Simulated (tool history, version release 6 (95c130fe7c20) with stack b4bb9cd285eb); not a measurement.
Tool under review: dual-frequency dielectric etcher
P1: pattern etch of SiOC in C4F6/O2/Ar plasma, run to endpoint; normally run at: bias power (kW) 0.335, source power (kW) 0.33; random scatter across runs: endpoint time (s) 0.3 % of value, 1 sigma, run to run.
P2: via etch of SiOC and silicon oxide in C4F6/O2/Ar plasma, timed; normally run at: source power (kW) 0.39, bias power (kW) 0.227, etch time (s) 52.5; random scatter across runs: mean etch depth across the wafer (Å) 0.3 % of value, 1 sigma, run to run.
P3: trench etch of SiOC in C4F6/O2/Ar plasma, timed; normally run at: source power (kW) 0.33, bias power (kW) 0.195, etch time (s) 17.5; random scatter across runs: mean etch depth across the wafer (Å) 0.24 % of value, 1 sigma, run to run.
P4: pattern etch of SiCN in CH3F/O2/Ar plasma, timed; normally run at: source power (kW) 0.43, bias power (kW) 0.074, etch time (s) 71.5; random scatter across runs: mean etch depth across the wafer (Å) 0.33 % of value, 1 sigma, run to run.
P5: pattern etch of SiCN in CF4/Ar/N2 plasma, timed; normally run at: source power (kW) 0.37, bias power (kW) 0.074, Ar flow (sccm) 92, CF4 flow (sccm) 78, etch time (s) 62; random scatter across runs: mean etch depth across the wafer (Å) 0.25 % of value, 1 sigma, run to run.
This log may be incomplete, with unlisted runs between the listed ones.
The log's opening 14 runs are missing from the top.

run	hour	process that ran	bias power (kW)	source power (kW)	etch time (s)	Ar flow (sccm)	CF4 flow (sccm)	hours since the last wet clean	hours since the last bias power generator calibration	hours since the last source power generator calibration	endpoint time (s)	mean etch depth across the wafer (Å)
15	157.8	P1	0.335	0.33				461.2	2931.1	3105.7	10.275	
16	166.8	P1	0.475	0.33				470.2	2940.1	3114.7	8.996	
17	178.9	P3	0.195	0.33	17.5			482.3	2952.2	3126.8		355.09
18	188.3	P5	0.074	0.37	34	92	78	491.7	2961.6	3136.2		259.69
19	202.1	P5	0.074	0.37	62	92	100	505.5	2975.4	3150		487.88
20	214	P1	0.273	0.25				517.4	2987.3	3161.9	12.263	
21	229	P4	0.074	0.29	71.5			532.4	3002.3	3176.9		241.39
22	236.2	P1	0.466	0.21				539.6	3009.5	3184.1	10.743	
23	245.6	P4	0.052	0.43	71.5			549	3018.9	3193.5		247.18
24	252.6	P1	0.335	0.27				556	3025.9	3200.5	11.109	
25	263.3	P3	0.195	0.4	17.5			566.7	3036.6	3211.2		381.49

What will run 26 give?
26	276.4	P5	0.074	0.37	62	123	78	579.8	3049.7	3224.3		?

{"run 26": {"mean etch depth across the wafer (Å)": 452.84}}

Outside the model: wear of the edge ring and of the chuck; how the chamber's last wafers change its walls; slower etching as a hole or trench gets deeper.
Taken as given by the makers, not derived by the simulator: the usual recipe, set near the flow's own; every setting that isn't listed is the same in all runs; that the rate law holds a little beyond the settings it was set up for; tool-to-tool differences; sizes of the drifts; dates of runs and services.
